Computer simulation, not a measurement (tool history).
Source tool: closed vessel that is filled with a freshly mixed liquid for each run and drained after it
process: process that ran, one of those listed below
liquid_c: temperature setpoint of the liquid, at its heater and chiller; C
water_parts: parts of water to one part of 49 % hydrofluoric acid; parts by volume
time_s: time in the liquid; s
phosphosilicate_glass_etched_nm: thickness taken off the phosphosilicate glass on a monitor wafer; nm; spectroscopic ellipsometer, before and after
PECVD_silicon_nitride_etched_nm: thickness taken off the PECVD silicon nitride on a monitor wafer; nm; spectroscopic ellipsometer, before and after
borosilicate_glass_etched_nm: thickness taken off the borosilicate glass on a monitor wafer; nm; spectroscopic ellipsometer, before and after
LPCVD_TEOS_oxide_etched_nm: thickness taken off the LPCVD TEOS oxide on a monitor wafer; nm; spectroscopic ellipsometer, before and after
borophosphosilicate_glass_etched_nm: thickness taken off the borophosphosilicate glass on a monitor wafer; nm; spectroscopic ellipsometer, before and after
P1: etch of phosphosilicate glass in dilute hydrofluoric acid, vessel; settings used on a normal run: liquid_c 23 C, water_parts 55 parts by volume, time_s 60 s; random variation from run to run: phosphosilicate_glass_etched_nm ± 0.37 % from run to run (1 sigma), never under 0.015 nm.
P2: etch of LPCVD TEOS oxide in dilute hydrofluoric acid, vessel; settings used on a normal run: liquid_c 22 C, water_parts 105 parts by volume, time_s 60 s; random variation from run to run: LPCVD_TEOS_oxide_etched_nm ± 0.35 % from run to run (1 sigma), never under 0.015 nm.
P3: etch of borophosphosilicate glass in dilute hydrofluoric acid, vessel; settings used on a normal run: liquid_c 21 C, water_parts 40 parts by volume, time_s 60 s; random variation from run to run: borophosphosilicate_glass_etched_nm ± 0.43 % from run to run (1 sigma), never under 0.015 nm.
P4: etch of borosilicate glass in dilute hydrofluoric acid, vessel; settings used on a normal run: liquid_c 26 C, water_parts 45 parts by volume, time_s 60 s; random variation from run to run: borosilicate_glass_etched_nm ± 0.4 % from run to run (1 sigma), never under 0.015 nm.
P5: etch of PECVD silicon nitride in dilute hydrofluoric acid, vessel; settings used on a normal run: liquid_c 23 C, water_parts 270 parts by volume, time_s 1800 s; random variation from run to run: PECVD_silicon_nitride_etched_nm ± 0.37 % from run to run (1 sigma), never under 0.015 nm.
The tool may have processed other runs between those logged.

run	hour	process	liquid_c	water_parts	time_s	hours since the thermometer was replaced	hours since the hydrofluoric acid flow meter was replaced	phosphosilicate_glass_etched_nm	PECVD_silicon_nitride_etched_nm	borosilicate_glass_etched_nm	LPCVD_TEOS_oxide_etched_nm	borophosphosilicate_glass_etched_nm
1	8.5	P1	23	55	60	252.2	823.1	225.16				
2	17.1	P5	23	270	3405	260.8	831.7		20.636			
3	28.2	P1	23	75	60	271.9	842.8	160.35				
4	35.2	P4	26	45	60	278.9	849.8			64.367		
5	41.1	P2	22	105	60	284.8	855.7				25.202	
6	46.8	P1	23	55	115	290.5	861.4	429.31				
7	56.8	P4	34	45	60	300.5	871.4			87.699		
8	66.1	P3	21	40	30	309.8	880.7					25.234
9	78.2	P1	28.5	55	60	321.9	892.8	279.16				
10	86.4	P1	23	55	60	330.1	901	222.56				
11	92.4	P3	21	20	60	336.1	907					103.52
12	100.6	P2	22	105	30	344.3	915.2				12.584	
13	109.3	P1	23	55	60	353	923.9	222.91				
14	118.8	P5	23	55	1800	362.5	933.4		51.918			
15	125.6	P5	30	270	1800	369.3	940.2		16.501			
16	133.9	P2	22	155	60	377.6	948.5				16.11	
17	141.8	P1	23	80	85	385.5	956.4	211.98				
18	151.8	P1	19	55	60	395.5	966.4	190.67				
19	158.3	P2	28	105	60	402	972.9				31.693	
20	165.7	P5	23	270	1800	409.4	980.3		10.917			
21	175.6	P4	26	45	60	419.3	990.2			64.119		
22	182.3	P3	21	40	60	426	996.9					50.541
23	192	P4	26	45	30	435.7	1006.6			32.053		
24	202.8	P1	23	35	30	446.5	1017.4	180.49				
25	214.1	P4	26	20	60	457.8	1028.7			149.3		
26	225.8	P3	21	40	60	469.5	1040.4					50.377
27	237.2	P3	27	40	60	480.9	1051.8					64.9
28	242.8	P1	23	55	60	486.5	1057.4	223.77				
29	250.9	P1	23	20	60	494.6	1065.5	642.67				
30	262.9	P2	22	105	60	506.6	1077.5				25.2	
31	272.6	P1	23	55	30	516.3	1087.2	112.18				
32	284.8	P1	23	55	60	528.5	1099.4	222.92				
33	293.8	P1	23	55	60	537.5	1108.4	234.02				
34	305.7	P1	23	55	60	549.4	1120.3	242.45				
35	317.9	P1	23	55	60	561.6	1132.5	244.6				
36	324.9	P1	23	55	60	568.6	1139.5	246.39				
37	336.5	P1	23	55	60	580.2	1151.1	245.79				
38	342.8	P1	23	55	60	586.5	1157.4	245.87				

P1 no longer gives what it gave before; its output has crept away from where it was. The following 2 causes, each at its listed size, fit the log equally well:
A: hydrofluoric acid flow above the setpoint (%) = 9.12
B: liquid hotter than its thermometer reads (K) = 2.28
The creep began at about hour 284.8.

4 check runs are offered, one wafer each, their results left as question marks. Which one tells the causes apart?
check 1	349.1	P4	26	45	60					?		
check 2	349.1	P5	23	270	1800				?			
check 3	349.1	P2	22	105	60						?	
check 4	349.1	P3	21	40	60							?

What every check run would give for each of its results, assuming each possible cause in turn:
check	result	if A	if B
check 1	borosilicate_glass_etched_nm	70.328	70.285
check 2	PECVD_silicon_nitride_etched_nm	11.866	12.53
check 3	LPCVD_TEOS_oxide_etched_nm	27.726	27.536
check 4	borophosphosilicate_glass_etched_nm	55.142	55.397
Distance between the nearest two causes, measured in the result of the check that separates them most: check 1 0.06 %; check 2 5.44 %; check 3 0.69 %; check 4 0.46 %
Only check 2 tells the causes apart: in the others they would give nearly the same result.

After running check 2, the following was obtained: PECVD_silicon_nitride_etched_nm 12.548 nm. Which cause does this point to?

Of the candidate causes, it is B: liquid hotter than its thermometer reads (K).
